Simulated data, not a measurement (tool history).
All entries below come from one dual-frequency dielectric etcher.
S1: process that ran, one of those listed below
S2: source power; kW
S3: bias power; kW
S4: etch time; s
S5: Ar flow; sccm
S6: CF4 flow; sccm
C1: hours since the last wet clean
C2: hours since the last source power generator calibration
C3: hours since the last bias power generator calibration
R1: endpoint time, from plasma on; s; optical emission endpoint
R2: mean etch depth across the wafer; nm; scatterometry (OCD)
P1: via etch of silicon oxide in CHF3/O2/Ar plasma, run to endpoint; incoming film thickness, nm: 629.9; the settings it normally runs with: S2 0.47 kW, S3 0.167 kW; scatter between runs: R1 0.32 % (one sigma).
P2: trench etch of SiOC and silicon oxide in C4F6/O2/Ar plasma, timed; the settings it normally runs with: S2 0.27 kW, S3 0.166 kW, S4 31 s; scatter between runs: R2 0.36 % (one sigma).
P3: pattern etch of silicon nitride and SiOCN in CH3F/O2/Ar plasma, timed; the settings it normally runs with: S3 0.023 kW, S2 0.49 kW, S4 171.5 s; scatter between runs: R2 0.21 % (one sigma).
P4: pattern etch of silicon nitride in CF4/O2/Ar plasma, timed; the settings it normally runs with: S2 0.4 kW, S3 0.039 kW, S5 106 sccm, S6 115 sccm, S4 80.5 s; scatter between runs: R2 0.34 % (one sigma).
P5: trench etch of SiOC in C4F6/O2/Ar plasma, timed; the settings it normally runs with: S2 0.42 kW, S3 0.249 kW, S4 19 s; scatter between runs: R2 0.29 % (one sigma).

run 1 hour=9.6 | S1=P1 S2=0.47 S3=0.167 | C1=288.2 C2=2116.1 C3=1974.1 | R1=355.3
run 2 hour=20 | S1=P3 S2=0.49 S3=0.023 S4=239 | C1=298.6 C2=2126.5 C3=1984.5 | R2=35.528
run 3 hour=26.8 | S1=P2 S2=0.27 S3=0.115 S4=31 | C1=305.4 C2=2133.3 C3=1991.3 | R2=45.343
run 4 hour=36.7 | S1=P5 S2=0.42 S3=0.249 S4=19 | C1=315.3 C2=2143.2 C3=2001.2 | R2=44.6
run 5 hour=44.3 | S1=P4 S2=0.4 S3=0.039 S4=80.5 S5=106 S6=115 | C1=322.9 C2=2150.8 C3=2008.8 | R2=118.58
run 6 hour=51.1 | S1=P1 S2=0.47 S3=0.167 | C1=329.7 C2=2157.6 C3=2015.6 | R1=354.46
run 7 hour=63.8 | S1=P2 S2=0.27 S3=0.166 S4=31 | C1=342.4 C2=2170.3 C3=2028.3 | R2=50.862
run 8 hour=73.6 | S1=P1 S2=0.47 S3=0.167 | C1=352.2 C2=2180.1 C3=2038.1 | R1=357.07
run 9 hour=85.9 | S1=P5 S2=0.42 S3=0.249 S4=11.5 | C1=364.5 C2=2192.4 C3=2050.4 | R2=27.065
run 10 hour=95.5 | S1=P4 S2=0.52 S3=0.039 S4=80.5 S5=106 S6=115 | C1=374.1 C2=2202 C3=2060 | R2=148.51
run 11 hour=108 | S1=P5 S2=0.55 S3=0.249 S4=19 | C1=386.6 C2=2214.5 C3=2072.5 | R2=49.264
run 12 hour=119.1 | S1=P5 S2=0.42 S3=0.163 S4=19 | C1=397.7 C2=2225.6 C3=2083.6 | R2=38.84
run 13 hour=125.4 | S1=P4 S2=0.4 S3=0.039 S4=80.5 S5=106 S6=115 | C1=404 C2=2231.9 C3=2089.9 | R2=118.97
run 14 hour=131.4 | S1=P3 S2=0.49 S3=0.013 S4=171.5 | C1=410 C2=2237.9 C3=2095.9 | R2=20.156
run 15 hour=139.3 | S1=P1 S2=0.62 S3=0.167 | C1=417.9 C2=2245.8 C3=2103.8 | R1=319.31
run 16 hour=151.2 | S1=P1 S2=0.47 S3=0.167 | C1=429.8 C2=2257.7 C3=2115.7 | R1=355.79
run 17 hour=162.2 | S1=P5 S2=0.42 S3=0.249 S4=19 | C1=440.8 C2=2268.7 C3=2126.7 | R2=44.456
run 18 hour=171.5 | S1=P1 S2=0.47 S3=0.222 | C1=450.1 C2=2278 C3=2136 | R1=323.23
run 19 hour=178.4 | S1=P3 S2=0.49 S3=0.023 S4=171.5 | C1=457 C2=2284.9 C3=2142.9 | R2=25.364
run 20 hour=190.4 | S1=P2 S2=0.27 S3=0.166 S4=44.5 | C1=469 C2=2296.9 C3=2154.9 | R2=72.622
run 21 hour=202.6 | S1=P1 S2=0.39 S3=0.118 | C1=481.2 C2=2309.1 C3=2167.1 | R1=427.35
run 22 hour=215.1 | S1=P1 S2=0.34 S3=0.167 | C1=493.7 C2=2321.6 C3=2179.6 | R1=404.9
run 23 hour=225.5 | S1=P4 S2=0.4 S3=0.039 S4=80.5 S5=106 S6=137 | C1=504.1 C2=2332 C3=2190 | R2=121.09
run 24 hour=233.7 | S1=P1 S2=0.47 S3=0.167 | C1=512.3 C2=2340.2 C3=2198.2 | R1=357.65
run 25 hour=242 | S1=P1 S2=0.47 S3=0.129 | C1=520.6 C2=2348.5 C3=2206.5 | R1=390.28
run 26 hour=252.2 | S1=P2 S2=0.18 S3=0.166 S4=31 | C1=530.8 C2=2358.7 C3=2216.7 | R2=43.63
run 27 hour=259 | S1=P4 S2=0.4 S3=0.039 S4=51.5 S5=106 S6=115 | C1=537.6 C2=2365.5 C3=2223.5 | R2=75.655
run 28 hour=265 | S1=P1 S2=0.47 S3=0.167 | C1=543.6 C2=2371.5 C3=2229.5 | R1=355.89
run 29 hour=278.1 | S1=P4 S2=0.4 S3=0.031 S4=80.5 S5=106 S6=115 | C1=556.7 C2=2384.6 C3=2242.6 | R2=109.12
run 30 hour=287.1 | S1=P3 S2=0.63 S3=0.023 S4=171.5 | C1=565.7 C2=2393.6 C3=2251.6 | R2=27.73
run 31 hour=293.3 | S1=P4 S2=0.4 S3=0.039 S4=80.5 S5=80 S6=115 | C1=571.9 C2=2399.8 C3=2257.8 | R2=121.9
run 32 hour=300.2 | S1=P1 S2=0.47 S3=0.167 | C1=578.8 C2=2406.7 C3=2264.7 | R1=355.17
run 33 hour=308.9 | S1=P1 S2=0.47 S3=0.167 | C1=587.5 C2=2415.4 C3=2273.4 | R1=354.84
run 34 hour=320.5 | S1=P1 S2=0.47 S3=0.167 | C1=599.1 C2=2427 C3=2285 | R1=351.41
run 35 hour=333.6 | S1=P1 S2=0.47 S3=0.167 | C1=612.2 C2=2440.1 C3=2298.1 | R1=352.56
run 36 hour=344 | S1=P1 S2=0.47 S3=0.167 | C1=622.6 C2=2450.5 C3=2308.5 | R1=350.33
run 37 hour=354.3 | S1=P1 S2=0.47 S3=0.167 | C1=632.9 C2=2460.8 C3=2318.8 | R1=351.08
run 38 hour=366.7 | S1=P1 S2=0.47 S3=0.167 | C1=645.3 C2=2473.2 C3=2331.2 | R1=350.31
run 39 hour=373.8 | S1=P1 S2=0.47 S3=0.167 | C1=652.4 C2=2480.3 C3=2338.3 | R1=352.67
-- hour=386.3 wet clean of the chamber
run 40 hour=386.6 | S1=P1 S2=0.47 S3=0.167 | C1=0.4 C2=2493.1 C3=2351.1 | R1=351.87
run 41 hour=395.2 | S1=P1 S2=0.47 S3=0.167 | C1=9 C2=2501.7 C3=2359.7 | R1=350.42
run 42 hour=407.8 | S1=P1 S2=0.47 S3=0.167 | C1=21.6 C2=2514.3 C3=2372.3 | R1=350.5
run 43 hour=415.1 | S1=P1 S2=0.47 S3=0.167 | C1=28.9 C2=2521.6 C3=2379.6 | R1=351.42

Compared with where it was, what P1 gives has crept away. Each cause listed below fits the log as well as the rest, at the size given for it:
A: bias power that arrives over what is set, % = 4.87
B: source power that arrives over what is set, % = 4.3
The drift started at roughly hour 300.2.
All other causes, with the reason each is excluded:
chamber walls in a state that raises the etch rate, %: serviced at hour 386.3, which brought nothing back

Below are 4 check runs, each averaged over 2 wafers, with their results shown as question marks. Which of them would give clearly different results depending on which cause is behind the drift?
run check 1 hour=422.4 | S1=P3 S2=0.49 S3=0.013 S4=209.5 | R2=?
run check 2 hour=422.4 | S1=P5 S2=0.42 S3=0.2 S4=11.5 | R2=?
run check 3 hour=422.4 | S1=P2 S2=0.27 S3=0.119 S4=31 | R2=?
run check 4 hour=422.4 | S1=P4 S2=0.4 S3=0.039 S4=80.5 S5=106 S6=135 | R2=?

What each check would give under each cause:
check=check_1 result=R2 if_A=25.056 if_B=24.99
check=check_2 result=R2 if_A=25.386 if_B=25.409
check=check_3 result=R2 if_A=46.6 if_B=46.716
check=check_4 result=R2 if_A=122.85 if_B=125.37
Distance between the nearest two causes, measured in the result of the check that separates them most: check 1 0.26 %; check 2 0.09 %; check 3 0.25 %; check 4 2.03 %
Of the check runs offered, only check 4 discriminates between the causes; the rest would read about the same regardless of which cause applies.

After running check 4, the following was obtained: R2 122.8 nm. Which cause does this point to?

A is the cause: bias power that arrives over what is set, %.
